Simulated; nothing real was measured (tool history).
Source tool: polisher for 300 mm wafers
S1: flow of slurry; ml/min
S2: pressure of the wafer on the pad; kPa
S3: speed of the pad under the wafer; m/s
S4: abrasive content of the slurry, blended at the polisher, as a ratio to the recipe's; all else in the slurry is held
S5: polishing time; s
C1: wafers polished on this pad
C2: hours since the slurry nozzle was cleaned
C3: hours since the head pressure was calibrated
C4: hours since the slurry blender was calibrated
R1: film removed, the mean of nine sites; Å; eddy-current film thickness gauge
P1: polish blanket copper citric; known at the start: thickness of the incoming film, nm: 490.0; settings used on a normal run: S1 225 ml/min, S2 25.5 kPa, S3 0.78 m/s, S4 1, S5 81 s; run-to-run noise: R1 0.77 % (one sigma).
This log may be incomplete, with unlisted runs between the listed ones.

| run | hour | S1 | S2 | S3 | S4 | S5 | C1 | C2 | C3 | C4 | R1 |
|---|---|---|---|---|---|---|---|---|---|---|---|
| 1 | 8.9 | 225 | 25.5 | 0.78 | 1 | 81 | 729 | 140.3 | 966.1 | 133 | 1451.9 |
| 2 | 17.8 | 225 | 25.5 | 1.14 | 1 | 81 | 805 | 149.2 | 975 | 141.9 | 2110.3 |
| 3 | 25.8 | 320 | 25.5 | 0.78 | 1.2 | 81 | 873 | 157.2 | 983 | 149.9 | 1573.4 |
| 4 | 37.9 | 225 | 37.9 | 0.78 | 1 | 81 | 976 | 169.3 | 995.1 | 162 | 2183.5 |
| 5 | 48.1 | 225 | 25.5 | 0.78 | 1 | 81 | 1064 | 179.5 | 1005.3 | 172.2 | 1465.7 |
| 6 | 54.6 | 225 | 11.7 | 0.78 | 1 | 81 | 1119 | 186 | 1011.8 | 178.7 | 685.61 |
| 7 | 66.6 | 225 | 25.5 | 0.78 | 1.4 | 81 | 1222 | 198 | 1023.8 | 190.7 | 1553.2 |
| 8 | 79.7 | 225 | 25.5 | 0.78 | 1 | 81 | 1334 | 211.1 | 1036.9 | 203.8 | 1462.9 |
| 9 | 93 | 300 | 25.5 | 0.78 | 1 | 81 | 1447 | 224.4 | 1050.2 | 217.1 | 1528.2 |
| 10 | 105.3 | 225 | 25.5 | 0.78 | 0.55 | 81 | 1552 | 236.7 | 1062.5 | 229.4 | 1296.2 |
| 11 | 114.7 | 160 | 25.5 | 0.78 | 1.25 | 81 | 1633 | 246.1 | 1071.9 | 238.8 | 1470.8 |
| 12 | 123.6 | 225 | 25.5 | 0.38 | 1 | 81 | 1709 | 255 | 1080.8 | 247.7 | 728.73 |
| 13 | 132.8 | 225 | 25.5 | 0.78 | 1 | 81 | 1787 | 264.2 | 1090 | 256.9 | 1472.2 |
| 14 | 140.4 | 225 | 25.5 | 0.78 | 1 | 126 | 1852 | 271.8 | 1097.6 | 264.5 | 2275.3 |
| 15 | 149 | 310 | 25.5 | 1.16 | 1 | 81 | 1926 | 280.4 | 1106.2 | 273.1 | 2224.9 |
| 16 | 160.4 | 225 | 25.5 | 0.78 | 1 | 81 | 2023 | 291.8 | 1117.6 | 284.5 | 1476.2 |
| 17 | 168.6 | 225 | 25.5 | 0.78 | 1 | 36 | 2093 | 300 | 1125.8 | 292.7 | 646.49 |
| 18 | 179.9 | 135 | 25.5 | 0.78 | 1 | 81 | 2190 | 311.3 | 1137.1 | 304 | 1352.6 |
| 19 | 188 | 225 | 25.5 | 0.78 | 1 | 81 | 2259 | 319.4 | 1145.2 | 312.1 | 1475.8 |
| 20 | 196 | 225 | 25.5 | 0.78 | 1 | 81 | 2327 | 327.4 | 1153.2 | 320.1 | 1452.8 |
| 21 | 203.6 | 225 | 25.5 | 0.78 | 1 | 81 | 2392 | 335 | 1160.8 | 327.7 | 1411.8 |
| 22 | 215.7 | 225 | 25.5 | 0.78 | 1 | 81 | 2495 | 347.1 | 1172.9 | 339.8 | 1376.1 |
| 23 | 226.8 | 225 | 25.5 | 0.78 | 1 | 81 | 2590 | 358.2 | 1184 | 350.9 | 1368.3 |
|  | 231.6 | slurry blender recalibrated |
| 24 | 235.8 | 225 | 25.5 | 0.78 | 1 | 81 | 2667 | 367.2 | 1193 | 4.2 | 1389.8 |
| 25 | 247.4 | 225 | 25.5 | 0.78 | 1 | 81 | 2766 | 378.8 | 1204.6 | 15.8 | 1379.4 |
|  | 252.3 | head pressure recalibrated |
| 26 | 258.4 | 225 | 25.5 | 0.78 | 1 | 81 | 2860 | 389.8 | 6.1 | 26.8 | 1378.6 |
| 27 | 267.4 | 225 | 25.5 | 0.78 | 1 | 81 | 2937 | 398.8 | 15.1 | 35.8 | 1369.7 |
| 28 | 280.4 | 225 | 25.5 | 0.78 | 1 | 81 | 3048 | 411.8 | 28.1 | 48.8 | 1347.7 |
| 29 | 289.9 | 225 | 25.5 | 0.78 | 1 | 81 | 3129 | 421.3 | 37.6 | 58.3 | 1359.1 |

P1 no longer gives what it gave before; its output has crept away from where it was. The following 2 causes, each at its listed size, fit the log equally well:
A: slurry flow missing at the pad, % = 37.8
B: removal rate lost through wear of the pad, % = 6.79
The drift started at roughly hour 188.
Why every other cause is out:
head's pressure below its setpoint, %: serviced at hour 252.3, after the drift had started, without restoring the earlier output
abrasive missing from the slurry, %: serviced at hour 231.6, after the drift had started, without restoring the earlier output

You are offered 4 check runs, listed below with question marks in place of their results; each one averages 2 wafers. Which run separates the listed causes by giving clearly different results for each?
| check 1 | 299.4 | 225 | 11.7 | 0.78 | 1 | 39 |  |  |  |  | ? |
| check 2 | 299.4 | 225 | 37.9 | 0.78 | 1 | 81 |  |  |  |  | ? |
| check 3 | 299.4 | 135 | 13.1 | 0.78 | 1 | 81 |  |  |  |  | ? |
| check 4 | 299.4 | 225 | 25.5 | 0.78 | 0.55 | 48 |  |  |  |  | ? |

Outcome of each check run for each possible cause:
| check | result | if A | if B |
|---|---|---|---|
| check 1 | R1 | 310.23 | 310.26 |
| check 2 | R1 | 2008.5 | 2008.7 |
| check 3 | R1 | 635.82 | 663.03 |
| check 4 | R1 | 713.53 | 713.6 |
Gap, in per cent, between the two causes that each check separates least, read from the result that separates them most: check 1 0.01 %; check 2 0.01 %; check 3 4.19 %; check 4 0.01 %
Check 3 tells the causes apart: in the others they would give nearly the same result.

With check 3 done, the readings were: R1 659.87 Å. Identify which of the listed causes applies.

It was cause B: removal rate lost through wear of the pad, %.
